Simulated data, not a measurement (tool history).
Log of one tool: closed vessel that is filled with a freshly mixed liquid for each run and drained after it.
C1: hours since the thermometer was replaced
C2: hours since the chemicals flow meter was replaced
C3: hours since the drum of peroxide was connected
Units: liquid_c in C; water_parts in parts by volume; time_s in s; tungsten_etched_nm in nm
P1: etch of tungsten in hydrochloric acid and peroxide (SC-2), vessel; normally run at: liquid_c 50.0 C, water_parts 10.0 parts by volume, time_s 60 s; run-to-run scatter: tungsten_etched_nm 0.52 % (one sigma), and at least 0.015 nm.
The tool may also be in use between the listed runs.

{"run": 1, "hour": 3.3, "liquid_c": 50.0, "water_parts": 10.0, "time_s": 60, "C1": 1126.5, "C2": 1379.7, "C3": 149.5, "tungsten_etched_nm": 16.001}
{"run": 2, "hour": 6.4, "liquid_c": 50.0, "water_parts": 10.0, "time_s": 60, "C1": 1129.6, "C2": 1382.8, "C3": 152.6, "tungsten_etched_nm": 16.132}
{"run": 3, "hour": 9.0, "liquid_c": 40.5, "water_parts": 10.0, "time_s": 30, "C1": 1132.2, "C2": 1385.4, "C3": 155.2, "tungsten_etched_nm": 4.1345}
{"run": 4, "hour": 13.0, "liquid_c": 50.0, "water_parts": 4.0, "time_s": 60, "C1": 1136.2, "C2": 1389.4, "C3": 159.2, "tungsten_etched_nm": 32.181}
{"run": 5, "hour": 15.8, "liquid_c": 50.0, "water_parts": 15.5, "time_s": 30, "C1": 1139.0, "C2": 1392.2, "C3": 162.0, "tungsten_etched_nm": 5.5252}
{"run": 6, "hour": 20.2, "liquid_c": 50.0, "water_parts": 10.0, "time_s": 60, "C1": 1143.4, "C2": 1396.6, "C3": 166.4, "tungsten_etched_nm": 15.902}
{"run": 7, "hour": 25.4, "liquid_c": 35.5, "water_parts": 10.0, "time_s": 60, "C1": 1148.6, "C2": 1401.8, "C3": 171.6, "tungsten_etched_nm": 5.8002}
{"run": 8, "hour": 30.1, "liquid_c": 50.0, "water_parts": 10.0, "time_s": 60, "C1": 1153.3, "C2": 1406.5, "C3": 176.3, "tungsten_etched_nm": 15.991}
{"hour": 32.6, "done": "new drum of peroxide connected"}
{"run": 9, "hour": 33.7, "liquid_c": 50.0, "water_parts": 10.0, "time_s": 110, "C1": 1156.9, "C2": 1410.1, "C3": 1.2, "tungsten_etched_nm": 29.451}
{"hour": 34.0, "done": "chemicals flow meter replaced"}
{"run": 10, "hour": 37.4, "liquid_c": 50.0, "water_parts": 10.0, "time_s": 60, "C1": 1160.6, "C2": 3.5, "C3": 4.9, "tungsten_etched_nm": 15.981}
{"run": 11, "hour": 40.8, "liquid_c": 60.0, "water_parts": 10.0, "time_s": 60, "C1": 1164.0, "C2": 6.9, "C3": 8.3, "tungsten_etched_nm": 30.591}
{"run": 12, "hour": 43.5, "liquid_c": 50.0, "water_parts": 17.5, "time_s": 60, "C1": 1166.7, "C2": 9.6, "C3": 11.0, "tungsten_etched_nm": 9.7788}
{"run": 13, "hour": 48.3, "liquid_c": 50.0, "water_parts": 10.0, "time_s": 30, "C1": 1171.5, "C2": 14.4, "C3": 15.8, "tungsten_etched_nm": 8.0107}
{"run": 14, "hour": 53.8, "liquid_c": 50.0, "water_parts": 10.0, "time_s": 60, "C1": 1177.0, "C2": 19.9, "C3": 21.3, "tungsten_etched_nm": 16.05}
{"run": 15, "hour": 57.7, "liquid_c": 50.0, "water_parts": 10.0, "time_s": 60, "C1": 1180.9, "C2": 23.8, "C3": 25.2, "tungsten_etched_nm": 15.554}
{"run": 16, "hour": 60.2, "liquid_c": 50.0, "water_parts": 10.0, "time_s": 60, "C1": 1183.4, "C2": 26.3, "C3": 27.7, "tungsten_etched_nm": 15.268}
{"run": 17, "hour": 63.3, "liquid_c": 50.0, "water_parts": 10.0, "time_s": 60, "C1": 1186.5, "C2": 29.4, "C3": 30.8, "tungsten_etched_nm": 15.16}
{"run": 18, "hour": 68.9, "liquid_c": 50.0, "water_parts": 10.0, "time_s": 60, "C1": 1192.1, "C2": 35.0, "C3": 36.4, "tungsten_etched_nm": 14.741}

Forecast run 19:
{"run": 19, "hour": 72.1, "liquid_c": 50.0, "water_parts": 10.0, "time_s": 60, "C1": 1195.3, "C2": 38.2, "C3": 39.6, "tungsten_etched_nm": "?"}

{"run 19": {"tungsten_etched_nm": 14.726}}

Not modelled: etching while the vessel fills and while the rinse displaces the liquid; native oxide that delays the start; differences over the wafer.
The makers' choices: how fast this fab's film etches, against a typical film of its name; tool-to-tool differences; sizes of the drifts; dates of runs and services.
